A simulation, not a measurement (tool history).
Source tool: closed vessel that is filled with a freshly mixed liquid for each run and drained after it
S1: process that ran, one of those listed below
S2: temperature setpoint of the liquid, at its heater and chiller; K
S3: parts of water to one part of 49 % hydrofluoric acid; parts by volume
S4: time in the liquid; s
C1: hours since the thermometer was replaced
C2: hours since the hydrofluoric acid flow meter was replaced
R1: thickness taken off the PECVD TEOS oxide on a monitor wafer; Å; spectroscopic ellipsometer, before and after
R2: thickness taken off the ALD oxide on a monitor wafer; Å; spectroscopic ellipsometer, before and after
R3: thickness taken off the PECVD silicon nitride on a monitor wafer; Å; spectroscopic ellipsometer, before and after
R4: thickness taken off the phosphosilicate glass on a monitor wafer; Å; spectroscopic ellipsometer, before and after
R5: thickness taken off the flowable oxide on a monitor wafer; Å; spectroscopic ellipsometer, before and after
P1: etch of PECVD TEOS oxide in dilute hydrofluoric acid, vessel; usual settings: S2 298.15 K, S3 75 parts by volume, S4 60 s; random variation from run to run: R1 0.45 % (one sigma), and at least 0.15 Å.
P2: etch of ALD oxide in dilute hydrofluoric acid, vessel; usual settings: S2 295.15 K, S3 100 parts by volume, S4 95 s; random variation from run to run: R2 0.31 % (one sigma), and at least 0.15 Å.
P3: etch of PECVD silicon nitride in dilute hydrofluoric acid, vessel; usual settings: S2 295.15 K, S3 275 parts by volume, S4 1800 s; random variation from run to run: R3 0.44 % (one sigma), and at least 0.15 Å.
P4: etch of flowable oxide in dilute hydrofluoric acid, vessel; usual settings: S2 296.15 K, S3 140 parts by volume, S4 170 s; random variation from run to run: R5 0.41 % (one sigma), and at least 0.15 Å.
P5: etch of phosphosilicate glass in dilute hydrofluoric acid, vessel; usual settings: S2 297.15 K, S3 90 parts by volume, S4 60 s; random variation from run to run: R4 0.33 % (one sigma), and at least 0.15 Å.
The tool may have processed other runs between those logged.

Run 1, hour 5.9: S1 P1, S2 298.15 K, S3 75 parts by volume, S4 60 s; C1 508.2; C2 313.3. Result: R1 189.440 Å.
Run 2, hour 16.7: S1 P2, S2 290.15 K, S3 100 parts by volume, S4 95 s; C1 519.0; C2 324.1. Result: R2 127.77 Å.
Run 3, hour 26.4: S1 P3, S2 295.15 K, S3 275 parts by volume, S4 1800 s; C1 528.7; C2 333.8. Result: R3 340.42 Å.
Run 4, hour 33.5: S1 P5, S2 297.15 K, S3 90 parts by volume, S4 60 s; C1 535.8; C2 340.9. Result: R4 644.77 Å.
Run 5, hour 46.1: S1 P1, S2 298.15 K, S3 75 parts by volume, S4 60 s; C1 548.4; C2 353.5. Result: R1 188.500 Å.
Run 6, hour 58.4: S1 P1, S2 293.15 K, S3 75 parts by volume, S4 110 s; C1 560.7; C2 365.8. Result: R1 283.020 Å.
Run 7, hour 67.0: S1 P1, S2 292.65 K, S3 75 parts by volume, S4 60 s; C1 569.3; C2 374.4. Result: R1 152.130 Å.
Run 8, hour 75.6: S1 P1, S2 290.65 K, S3 75 parts by volume, S4 90 s; C1 577.9; C2 383.0. Result: R1 207.860 Å.
Run 9, hour 84.5: S1 P2, S2 295.15 K, S3 100 parts by volume, S4 180 s; C1 586.8; C2 391.9. Result: R2 297.01 Å.
Run 10, hour 92.5: S1 P4, S2 296.15 K, S3 140 parts by volume, S4 170 s; C1 594.8; C2 399.9. Result: R5 435.660 Å.
Run 11, hour 105.0: S1 P2, S2 295.15 K, S3 100 parts by volume, S4 95 s; C1 607.3; C2 412.4. Result: R2 157.07 Å.
Run 12, hour 115.6: S1 P5, S2 297.15 K, S3 90 parts by volume, S4 30 s; C1 617.9; C2 423.0. Result: R4 323.58 Å.
Run 13, hour 128.1: S1 P4, S2 296.15 K, S3 245 parts by volume, S4 170 s; C1 630.4; C2 435.5. Result: R5 220.970 Å.
Run 14, hour 137.2: S1 P1, S2 298.15 K, S3 75 parts by volume, S4 60 s; C1 639.5; C2 444.6. Result: R1 188.760 Å.
Run 15, hour 146.5: S1 P1, S2 298.15 K, S3 20 parts by volume, S4 60 s; C1 648.8; C2 453.9. Result: R1 764.870 Å.
Run 16, hour 158.0: S1 P3, S2 291.15 K, S3 275 parts by volume, S4 1800 s; C1 660.3; C2 465.4. Result: R3 260.26 Å.
Run 17, hour 167.3: S1 P1, S2 298.15 K, S3 75 parts by volume, S4 60 s; C1 669.6; C2 474.7. Result: R1 188.900 Å.
Run 18, hour 178.1: S1 P2, S2 295.15 K, S3 60 parts by volume, S4 95 s; C1 680.4; C2 485.5. Result: R2 274.48 Å.
Run 19, hour 184.1: S1 P3, S2 295.15 K, S3 275 parts by volume, S4 960 s; C1 686.4; C2 491.5. Result: R3 180.04 Å.
Run 20, hour 190.4: S1 P1, S2 304.65 K, S3 75 parts by volume, S4 60 s; C1 692.7; C2 497.8. Result: R1 245.110 Å.
Run 21, hour 197.9: S1 P4, S2 291.65 K, S3 140 parts by volume, S4 170 s; C1 700.2; C2 505.3. Result: R5 361.640 Å.
Run 22, hour 205.7: S1 P1, S2 298.15 K, S3 75 parts by volume, S4 60 s; C1 708.0; C2 513.1. Result: R1 189.990 Å.
Run 23, hour 213.6: S1 P5, S2 293.65 K, S3 90 parts by volume, S4 60 s; C1 715.9; C2 521.0. Result: R4 560.00 Å.
Run 24, hour 224.9: S1 P4, S2 296.15 K, S3 140 parts by volume, S4 170 s; C1 727.2; C2 532.3. Result: R5 432.340 Å.
Run 25, hour 235.8: S1 P1, S2 298.15 K, S3 75 parts by volume, S4 60 s; C1 738.1; C2 543.2. Result: R1 189.600 Å.
Run 26, hour 241.6: S1 P5, S2 297.15 K, S3 50 parts by volume, S4 60 s; C1 743.9; C2 549.0. Result: R4 1218.30 Å.
Run 27, hour 254.4: S1 P1, S2 298.15 K, S3 140 parts by volume, S4 60 s; C1 756.7; C2 561.8. Result: R1 93.605 Å.
Run 28, hour 264.5: S1 P1, S2 298.15 K, S3 75 parts by volume, S4 30 s; C1 766.8; C2 571.9. Result: R1 94.402 Å.
Run 29, hour 275.5: S1 P1, S2 298.15 K, S3 50 parts by volume, S4 105 s; C1 777.8; C2 582.9. Result: R1 517.320 Å.
Run 30, hour 285.4: S1 P1, S2 298.15 K, S3 75 parts by volume, S4 100 s; C1 787.7; C2 592.8. Result: R1 315.460 Å.
Run 31, hour 294.8: S1 P3, S2 295.15 K, S3 475 parts by volume, S4 1800 s; C1 797.1; C2 602.2. Result: R3 197.49 Å.
Run 32, hour 307.2: S1 P4, S2 296.15 K, S3 140 parts by volume, S4 30 s; C1 809.5; C2 614.6. Result: R5 76.157 Å.
Run 33, hour 317.7: S1 P2, S2 295.15 K, S3 100 parts by volume, S4 95 s; C1 820.0; C2 625.1. Result: R2 156.70 Å.
Run 34, hour 325.6: S1 P1, S2 298.15 K, S3 75 parts by volume, S4 60 s; C1 827.9; C2 633.0. Result: R1 187.890 Å.
Run 35, hour 336.4: S1 P1, S2 298.15 K, S3 75 parts by volume, S4 60 s; C1 838.7; C2 643.8. Result: R1 182.340 Å.
Run 36, hour 344.8: S1 P1, S2 298.15 K, S3 75 parts by volume, S4 60 s; C1 847.1; C2 652.2. Result: R1 179.040 Å.
Run 37, hour 356.7: S1 P1, S2 298.15 K, S3 75 parts by volume, S4 60 s; C1 859.0; C2 664.1. Result: R1 175.420 Å.
Run 38, hour 365.7: S1 P1, S2 298.15 K, S3 75 parts by volume, S4 60 s; C1 868.0; C2 673.1. Result: R1 173.840 Å.
Run 39, hour 374.4: S1 P1, S2 298.15 K, S3 75 parts by volume, S4 60 s; C1 876.7; C2 681.8. Result: R1 173.020 Å.
Run 40, hour 384.4: S1 P1, S2 298.15 K, S3 75 parts by volume, S4 60 s; C1 886.7; C2 691.8. Result: R1 172.510 Å.
Run 41, hour 392.5: S1 P1, S2 298.15 K, S3 75 parts by volume, S4 60 s; C1 894.8; C2 699.9. Result: R1 171.900 Å.
Run 42, hour 400.4: S1 P1, S2 298.15 K, S3 75 parts by volume, S4 60 s; C1 902.7; C2 707.8. Result: R1 171.680 Å.

What P1 gives has crept away from where it was. These 2 causes fit the log equally well, each at the size given:
A: hydrofluoric acid flow below the setpoint (%) = 8.38
B: liquid colder than its thermometer reads (K) = 2.39
Onset of the creep was near hour 325.6.

Each of the 4 check runs below uses one wafer; its results are left as question marks. Which run tells the causes apart?
Run check 1, hour 408.3: S1 P2, S2 295.15 K, S3 100 parts by volume, S4 95 s. Result: R2 ?.
Run check 2, hour 408.3: S1 P3, S2 295.15 K, S3 275 parts by volume, S4 1800 s. Result: R3 ?.
Run check 3, hour 408.3: S1 P4, S2 296.15 K, S3 140 parts by volume, S4 170 s. Result: R5 ?.
Run check 4, hour 408.3: S1 P5, S2 297.15 K, S3 90 parts by volume, S4 60 s. Result: R4 ?.

Expected result of each check under each candidate cause:
  check  result     if A     if B
check 1      R2   142.20   142.30
check 2      R3   309.79   289.96
check 3      R5  389.720  392.810
check 4      R4   585.10   585.86
Smallest distance between any two causes, each pair judged by its most separating result, in per cent: check 1 0.07 %; check 2 6.61 %; check 3 0.79 %; check 4 0.13 %
Only in check 2 would the causes give clearly different results; in the remaining checks their results would be nearly the same.

Here is what check 2 returned: R3 288.63 Å. Which cause is it?

Of the candidate causes, it is B: liquid colder than its thermometer reads (K).
